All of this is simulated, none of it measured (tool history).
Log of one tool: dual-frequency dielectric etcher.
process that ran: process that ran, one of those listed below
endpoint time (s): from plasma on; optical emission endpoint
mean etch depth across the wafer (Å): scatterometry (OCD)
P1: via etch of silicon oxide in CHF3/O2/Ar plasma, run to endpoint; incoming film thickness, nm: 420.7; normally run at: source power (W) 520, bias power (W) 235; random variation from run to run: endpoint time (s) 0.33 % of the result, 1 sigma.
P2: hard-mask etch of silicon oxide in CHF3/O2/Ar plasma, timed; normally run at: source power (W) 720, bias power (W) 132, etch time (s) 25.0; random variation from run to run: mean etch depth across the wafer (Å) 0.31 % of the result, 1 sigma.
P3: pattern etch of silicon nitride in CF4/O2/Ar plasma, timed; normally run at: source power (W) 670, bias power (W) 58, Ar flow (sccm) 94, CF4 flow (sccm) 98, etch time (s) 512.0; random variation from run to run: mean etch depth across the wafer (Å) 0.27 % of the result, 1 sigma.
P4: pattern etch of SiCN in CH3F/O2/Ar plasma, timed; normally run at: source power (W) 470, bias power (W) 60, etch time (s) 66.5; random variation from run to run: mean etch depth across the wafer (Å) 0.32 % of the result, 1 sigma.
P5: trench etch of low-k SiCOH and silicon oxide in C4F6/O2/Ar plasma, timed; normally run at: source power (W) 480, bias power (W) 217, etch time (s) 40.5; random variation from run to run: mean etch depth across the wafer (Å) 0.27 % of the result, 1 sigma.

run,day,process that ran,source power (W),bias power (W),Ar flow (sccm),CF4 flow (sccm),etch time (s),hours since the last wet clean,hours since the last source power generator calibration,hours since the last bias power generator calibration,endpoint time (s),mean etch depth across the wafer (Å)
1,0.175,P1,520,235,,,,180.9,374.0,2105.7,196.92,
2,0.279,P1,520,137,,,,183.4,376.5,2108.2,237.33,
3,0.479,P1,520,322,,,,188.2,381.3,2113.0,176.04,
4,0.708,P1,650,163,,,,193.7,386.8,2118.5,204.68,
5,0.879,P1,350,235,,,,197.8,390.9,2122.6,228.67,
6,1.058,P3,670,58,73,98,512.0,202.1,395.2,2126.9,,13414.00
7,1.254,P2,720,132,,,36.0,206.8,399.9,2131.6,,694.18
8,1.492,P2,440,132,,,25.0,212.5,405.6,2137.3,,396.17
9,1.717,P2,720,168,,,25.0,217.9,411.0,2142.7,,520.44
10,1.871,P5,480,217,,,40.5,221.6,414.7,2146.4,,1446.50
11,2.096,P3,670,58,94,98,512.0,227.0,420.1,2151.8,,13059.00
12,2.229,P3,670,81,94,98,512.0,230.2,423.3,2155.0,,14880.00
13,2.350,P1,660,235,,,,233.1,426.2,2157.9,180.84,
14,2.546,P1,520,235,,,,237.8,430.9,2162.6,197.59,
15,2.708,P2,720,132,,,25.0,241.7,434.8,2166.5,,481.74
16,2.904,P5,570,217,,,40.5,246.4,439.5,2171.2,,1544.10
17,3.062,P3,850,58,94,98,512.0,250.2,443.3,2175.0,,16094.00
18,3.229,P1,520,235,,,,254.2,447.3,2179.0,196.43,
19,3.383,P2,720,132,,,25.0,257.9,451.0,2182.7,,481.21
20,3.567,P3,670,58,94,132,512.0,262.3,455.4,2187.1,,13537.00
21,3.729,P5,480,300,,,40.5,266.2,459.3,2191.0,,1601.90
22,3.833,P4,370,60,,,66.5,268.7,461.8,2193.5,,223.10
23,3.983,P4,470,81,,,66.5,272.3,465.4,2197.1,,271.32
24,4.196,P4,470,60,,,40.5,277.4,470.5,2202.2,,147.72
25,4.375,P3,670,58,94,98,512.0,281.7,474.8,2206.5,,13110.00
26,4.588,P3,670,58,94,98,297.0,286.8,479.9,2211.6,,7593.50
27,4.733,P4,470,60,,,66.5,290.3,483.4,2215.1,,242.40
# day 4.817: wet clean of the chamber
28,4.967,P5,480,217,,,25.0,3.6,489.0,2220.7,,892.31
29,5.117,P1,380,324,,,,7.2,492.6,2224.3,196.21,
30,5.238,P1,520,235,,,,10.1,495.5,2227.2,195.97,
31,5.404,P1,360,165,,,,14.1,499.5,2231.2,257.17,
32,5.575,P1,520,235,,,,18.2,503.6,2235.3,196.88,
33,5.808,P1,520,235,,,,23.8,509.2,2240.9,200.16,
34,5.938,P1,520,235,,,,26.9,512.3,2244.0,200.27,
35,6.133,P1,520,235,,,,31.6,517.0,2248.7,201.02,
36,6.246,P1,520,235,,,,34.3,519.7,2251.4,200.54,
# day 6.321: wet clean of the chamber
37,6.467,P1,520,235,,,,3.5,525.0,2256.7,200.54,
38,6.667,P1,520,235,,,,8.3,529.8,2261.5,200.09,

What P1 gives has crept away from where it was. These 2 causes fit the log equally well, each at the size given:
A: source power that arrives under what is set, % = 4.53
B: bias power that arrives under what is set, % = 4.78
The creep began at about day 5.575.
Why every other cause is out:
chamber walls in a state that lowers the etch rate, %: serviced at day 6.321, which brought nothing back

4 check runs are offered, one wafer each, their results left as question marks. Which one tells the causes apart?
check 1,6.867,P3,670,72,94,98,512.0,,,,,?
check 2,6.867,P2,470,132,,,25.0,,,,,?
check 3,6.867,P5,480,251,,,40.5,,,,,?
check 4,6.867,P4,380,60,,,41.5,,,,,?

What each check would give under each cause:
check,result,if A,if B
check 1,mean etch depth across the wafer (Å),13658.00,13949.00
check 2,mean etch depth across the wafer (Å),400.30,401.24
check 3,mean etch depth across the wafer (Å),1490.00,1492.30
check 4,mean etch depth across the wafer (Å),137.82,137.96
How far apart the two closest causes lie, in the result that separates them most: check 1 2.11 %; check 2 0.23 %; check 3 0.15 %; check 4 0.1 %
Only check 1 tells the causes apart: in the others they would give nearly the same result.

Then check 1 was run and gave: mean etch depth across the wafer (Å) 13686.00. Which cause is it?

It is A: source power that arrives under what is set, %.
